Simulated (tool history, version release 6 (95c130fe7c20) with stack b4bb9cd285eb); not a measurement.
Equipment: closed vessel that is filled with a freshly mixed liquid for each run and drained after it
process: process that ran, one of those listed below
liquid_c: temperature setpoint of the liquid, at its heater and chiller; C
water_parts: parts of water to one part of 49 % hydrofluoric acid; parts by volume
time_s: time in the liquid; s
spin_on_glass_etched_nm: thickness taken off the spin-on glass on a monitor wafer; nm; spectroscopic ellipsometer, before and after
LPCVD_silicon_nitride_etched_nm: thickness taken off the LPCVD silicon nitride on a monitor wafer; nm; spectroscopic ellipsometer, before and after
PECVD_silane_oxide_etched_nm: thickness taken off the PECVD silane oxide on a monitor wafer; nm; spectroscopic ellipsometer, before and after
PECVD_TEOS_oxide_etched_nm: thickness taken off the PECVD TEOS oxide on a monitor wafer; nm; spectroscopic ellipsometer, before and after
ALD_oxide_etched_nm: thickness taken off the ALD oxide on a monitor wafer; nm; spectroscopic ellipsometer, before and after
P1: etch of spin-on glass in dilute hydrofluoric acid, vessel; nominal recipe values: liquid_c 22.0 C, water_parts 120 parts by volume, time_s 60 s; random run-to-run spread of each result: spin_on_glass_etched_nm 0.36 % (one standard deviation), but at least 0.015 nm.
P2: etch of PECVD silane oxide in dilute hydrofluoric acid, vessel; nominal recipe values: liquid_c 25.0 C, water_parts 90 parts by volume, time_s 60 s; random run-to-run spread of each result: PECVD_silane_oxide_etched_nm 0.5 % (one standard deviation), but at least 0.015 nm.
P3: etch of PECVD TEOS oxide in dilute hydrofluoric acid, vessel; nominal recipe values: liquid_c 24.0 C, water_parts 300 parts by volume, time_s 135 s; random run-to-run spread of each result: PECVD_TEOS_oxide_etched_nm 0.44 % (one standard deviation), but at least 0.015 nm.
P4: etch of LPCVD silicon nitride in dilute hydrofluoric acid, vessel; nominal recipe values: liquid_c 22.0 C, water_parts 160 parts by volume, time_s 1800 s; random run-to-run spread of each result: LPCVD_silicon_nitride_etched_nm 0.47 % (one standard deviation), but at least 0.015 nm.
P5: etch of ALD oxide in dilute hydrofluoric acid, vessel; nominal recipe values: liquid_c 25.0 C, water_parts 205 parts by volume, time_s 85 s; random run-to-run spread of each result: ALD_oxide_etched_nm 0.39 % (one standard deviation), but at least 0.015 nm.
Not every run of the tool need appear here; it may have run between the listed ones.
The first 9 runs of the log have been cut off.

run    day  process  liquid_c  water_parts  time_s  hours since the thermometer was replaced  hours since the hydrofluoric acid flow meter was replaced  spin_on_glass_etched_nm  LPCVD_silicon_nitride_etched_nm  PECVD_silane_oxide_etched_nm  PECVD_TEOS_oxide_etched_nm  ALD_oxide_etched_nm
 10  2.362       P5      25.0          205      85                                     642.6                                                      272.1                                                                                                                                   7.9066
 11  2.625       P2      31.5           90      60                                     648.9                                                      278.4                                                                                  34.870
 12  2.933       P5      32.5          205      85                                     656.3                                                      285.8                                                                                                                                  10.2450
 13  3.096       P1      22.0           35      60                                     660.2                                                      289.7                  63.9000
 14  3.392       P5      25.0          205      85                                     667.3                                                      296.8                                                                                                                                   7.8493
 15  3.662       P1      22.0          120      30                                     673.8                                                      303.3                   8.4614
 16  3.817       P4      17.0          160    1800                                     677.5                                                      307.0                                                    3.6331
 17  4.108       P1      22.0          210      30                                     684.5                                                      314.0                   4.3588
 18  4.346       P1      22.0          120      60                                     690.2                                                      319.7                  16.8000
 19  4.517       P1      22.0          120      60                                     694.3                                                      323.8                  16.9210
 20  4.679       P1      17.0          120      60                                     698.2                                                      327.7                  13.7950
 21  4.921       P1      22.0          120      60                                     704.0                                                      333.5                  16.9170
 22  5.071       P1      22.0          120      95                                     707.6                                                      337.1                  26.8990
 23  5.358       P1      22.0          120      60                                     714.5                                                      344.0                  16.9670
 24  5.604       P1      30.0          120      60                                     720.4                                                      349.9                  22.9810
 25  5.908       P5      25.0           65      85                                     727.7                                                      357.2                                                                                                                                  29.3560
 26  6.204       P4      22.0          160    3020                                     734.8                                                      364.3                                                    8.6259
 27  6.450       P2      25.0           90     115                                     740.7                                                      370.2                                                                                  52.662
 28  6.625       P5      25.0          205      30                                     744.9                                                      374.4                                                                                                                                   2.7755
 29  6.879       P4      22.0          160    1800                                     751.0                                                      380.5                                                    5.1357
 30  7.192       P3      17.0          300     135                                     758.5                                                      388.0                                                                                                              6.3425

The next listed run, before its measurement:
 31  7.421       P2      25.0          165      60                                     764.0                                                      393.5                                                                                       ?

Run 31 came out at PECVD_silane_oxide_etched_nm 13.594 nm.
